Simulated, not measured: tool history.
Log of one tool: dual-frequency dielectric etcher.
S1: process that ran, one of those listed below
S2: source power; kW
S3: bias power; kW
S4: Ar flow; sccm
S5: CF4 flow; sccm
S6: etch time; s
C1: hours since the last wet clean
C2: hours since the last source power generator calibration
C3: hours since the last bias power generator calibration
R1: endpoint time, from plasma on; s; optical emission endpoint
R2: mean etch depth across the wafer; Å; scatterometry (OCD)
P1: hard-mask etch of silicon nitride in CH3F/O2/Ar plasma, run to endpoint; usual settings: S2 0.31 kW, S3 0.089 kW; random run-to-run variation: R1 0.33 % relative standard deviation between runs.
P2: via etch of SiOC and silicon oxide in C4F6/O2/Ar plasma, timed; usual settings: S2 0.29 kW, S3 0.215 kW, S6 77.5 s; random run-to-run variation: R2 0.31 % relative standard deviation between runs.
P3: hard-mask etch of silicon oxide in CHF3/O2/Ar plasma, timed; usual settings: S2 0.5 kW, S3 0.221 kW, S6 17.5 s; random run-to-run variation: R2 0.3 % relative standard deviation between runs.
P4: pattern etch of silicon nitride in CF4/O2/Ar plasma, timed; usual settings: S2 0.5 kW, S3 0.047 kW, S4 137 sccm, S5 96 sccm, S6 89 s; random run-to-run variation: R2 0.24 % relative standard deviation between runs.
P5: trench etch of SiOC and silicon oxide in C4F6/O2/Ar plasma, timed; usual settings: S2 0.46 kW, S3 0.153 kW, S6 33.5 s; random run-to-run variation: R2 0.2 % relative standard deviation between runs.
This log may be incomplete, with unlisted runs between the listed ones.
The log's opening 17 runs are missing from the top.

run,day,S1,S2,S3,S4,S5,S6,C1,C2,C3,R1,R2
18,7.621,P1,0.31,0.089,,,,257.8,1469.6,815.1,56.785,
19,7.925,P5,0.46,0.153,,,41,265.1,1476.9,822.4,,803.06
20,8.229,P2,0.29,0.215,,,77.5,272.4,1484.2,829.7,,822.39
# day 8.712: bias power generator calibrated
21,8.746,P1,0.31,0.059,,,,284.8,1496.6,0.8,65.689,
22,9.154,P3,0.67,0.221,,,17.5,294.6,1506.4,10.6,,379.66
23,9.521,P1,0.31,0.124,,,,303.4,1515.2,19.4,50.172,
24,9.996,P2,0.4,0.215,,,77.5,314.8,1526.6,30.8,,929.58
25,10.575,P2,0.29,0.215,,,57,328.7,1540.5,44.7,,605.11
26,10.921,P5,0.46,0.185,,,33.5,337,1548.8,53,,694.13
27,11.296,P5,0.46,0.153,,,33.5,346,1557.8,62,,653.57
28,11.692,P3,0.5,0.221,,,17.5,355.5,1567.3,71.5,,339.12
29,12.062,P1,0.31,0.089,,,,364.4,1576.2,80.4,56.795,
30,12.454,P1,0.31,0.089,,,,373.8,1585.6,89.8,57.088,
31,12.892,P1,0.31,0.089,,,,384.3,1596.1,100.3,57.362,
32,13.375,P1,0.31,0.089,,,,395.9,1607.7,111.9,57.692,
33,13.754,P1,0.31,0.089,,,,405,1616.8,121,57.797,
34,14.108,P1,0.31,0.089,,,,413.5,1625.3,129.5,57.256,
35,14.454,P1,0.31,0.089,,,,421.8,1633.6,137.8,57.748,
# day 14.804: wet clean of the chamber
36,14.875,P1,0.31,0.089,,,,1.8,1643.7,147.9,57.789,

Expected results for the next run?
37,15.179,P1,0.31,0.089,,,,9.1,1651,155.2,?,

R1: 57.871 s
